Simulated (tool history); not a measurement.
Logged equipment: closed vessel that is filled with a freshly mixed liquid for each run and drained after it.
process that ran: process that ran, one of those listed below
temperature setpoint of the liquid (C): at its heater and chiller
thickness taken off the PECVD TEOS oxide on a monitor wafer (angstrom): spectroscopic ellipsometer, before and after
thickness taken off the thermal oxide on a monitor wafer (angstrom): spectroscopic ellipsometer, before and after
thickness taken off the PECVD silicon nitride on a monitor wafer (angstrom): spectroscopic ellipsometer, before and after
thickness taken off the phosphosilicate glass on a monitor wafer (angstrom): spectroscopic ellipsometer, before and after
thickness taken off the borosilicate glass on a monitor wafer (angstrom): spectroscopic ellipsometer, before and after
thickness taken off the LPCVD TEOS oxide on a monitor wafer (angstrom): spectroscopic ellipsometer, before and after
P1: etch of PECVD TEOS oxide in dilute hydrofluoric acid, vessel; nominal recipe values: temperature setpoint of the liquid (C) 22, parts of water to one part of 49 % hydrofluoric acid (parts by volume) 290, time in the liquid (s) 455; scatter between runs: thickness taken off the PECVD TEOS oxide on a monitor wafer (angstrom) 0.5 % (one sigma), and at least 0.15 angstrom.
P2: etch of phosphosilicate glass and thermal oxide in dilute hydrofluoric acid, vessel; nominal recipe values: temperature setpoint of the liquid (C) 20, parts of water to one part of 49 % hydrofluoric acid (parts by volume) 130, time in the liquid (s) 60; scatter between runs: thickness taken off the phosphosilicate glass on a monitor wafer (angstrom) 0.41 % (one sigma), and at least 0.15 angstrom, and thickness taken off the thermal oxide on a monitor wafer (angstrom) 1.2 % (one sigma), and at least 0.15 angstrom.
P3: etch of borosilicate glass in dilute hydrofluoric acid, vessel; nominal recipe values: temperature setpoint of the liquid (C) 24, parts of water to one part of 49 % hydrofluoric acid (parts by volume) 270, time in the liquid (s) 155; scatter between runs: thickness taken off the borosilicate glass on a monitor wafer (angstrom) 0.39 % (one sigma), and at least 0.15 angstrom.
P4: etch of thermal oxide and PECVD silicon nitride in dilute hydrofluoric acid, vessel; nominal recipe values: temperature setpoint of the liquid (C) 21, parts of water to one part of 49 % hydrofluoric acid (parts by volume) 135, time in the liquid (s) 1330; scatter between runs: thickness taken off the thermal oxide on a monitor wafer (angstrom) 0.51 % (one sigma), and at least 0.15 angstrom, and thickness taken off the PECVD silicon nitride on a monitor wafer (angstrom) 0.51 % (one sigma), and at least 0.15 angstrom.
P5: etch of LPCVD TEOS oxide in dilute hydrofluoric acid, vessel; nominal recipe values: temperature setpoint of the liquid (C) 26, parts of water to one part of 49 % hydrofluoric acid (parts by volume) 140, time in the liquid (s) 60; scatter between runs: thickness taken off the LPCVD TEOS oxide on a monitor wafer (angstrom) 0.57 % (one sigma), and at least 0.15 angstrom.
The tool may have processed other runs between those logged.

run	hour	process that ran	temperature setpoint of the liquid (C)	parts of water to one part of 49 % hydrofluoric acid (parts by volume)	time in the liquid (s)	hours since the thermometer was replaced	hours since the hydrofluoric acid flow meter was replaced	thickness taken off the PECVD TEOS oxide on a monitor wafer (angstrom)	thickness taken off the thermal oxide on a monitor wafer (angstrom)	thickness taken off the PECVD silicon nitride on a monitor wafer (angstrom)	thickness taken off the phosphosilicate glass on a monitor wafer (angstrom)	thickness taken off the borosilicate glass on a monitor wafer (angstrom)	thickness taken off the LPCVD TEOS oxide on a monitor wafer (angstrom)
1	14.4	P1	22	290	455	375.1	445.2	166.74					
2	27.2	P4	28.5	135	1330	387.9	458		518.98	591.57			
3	43.9	P1	22	290	835	404.6	474.7	304.62					
4	57.9	P1	17	290	455	418.6	488.7	137.67					
5	69.9	P2	26.5	130	60	430.6	500.7		22.686		483.94		
6	87	P3	24	395	155	447.7	517.8					73.012	
7	97.1	P1	28.5	135	455	457.8	527.9	537.23					
8	111.3	P1	22	290	455	472	542.1	164.42					
9	121.9	P3	24	270	35	482.6	552.7					27.347	
10	132.7	P1	22	510	455	493.4	563.5	77.488					
11	145.2	P4	21	25	1330	505.9	576		2387.4	1874.4			
12	158.7	P1	22	290	455	519.4	589.5	167.36					
13	169.9	P5	26	140	60	530.6	600.7						213
14	185	P5	26	140	60	545.7	615.8						213.04
15	196.3	P2	20	235	60	557	627.1		8.7933		184.91		
# hour 203.4: hydrofluoric acid flow meter replaced
16	206.5	P1	22	290	180	567.2	3.2	65.259					
17	220.3	P1	22	290	455	581	17	166.41					
18	230.7	P5	20.5	140	60	591.4	27.4						173.25
19	247.3	P5	26	70	60	608	44						468.41
20	256.5	P2	20	130	60	617.2	53.2		17.474		374.73		
21	268.9	P5	26	140	30	629.6	65.6						107.27
22	287.2	P4	21	135	1330	647.9	83.9		389.71	365.85			
23	296.6	P1	27.5	290	455	657.3	93.3	201.13					
24	314.7	P1	22	500	800	675.4	111.4	140.77					
25	329.2	P3	18.5	270	155	689.9	125.9					98.098	
26	342	P3	24	270	155	702.7	138.7					119.45	
27	360.2	P4	21	135	1330	720.9	156.9		392.8	366.12			
28	377.9	P4	21	135	565	738.6	174.6		166.06	154.35			
29	396.4	P2	20	130	30	757.1	193.1		8.459		188.77		
30	414.1	P1	22	290	455	774.8	210.8	165.61					
31	426.2	P1	17	395	455	786.9	222.9	92.963					
32	439.6	P1	22	170	455	800.3	236.3	316.94					
33	457.3	P1	22	290	455	818	254	166.17					
34	474.4	P2	20	130	60	835.1	271.1		17.58		377.15		

The next listed run, before its measurement:
35	488.8	P1	22	290	455	849.5	285.5	?					

thickness taken off the PECVD TEOS oxide on a monitor wafer (angstrom): 166.59
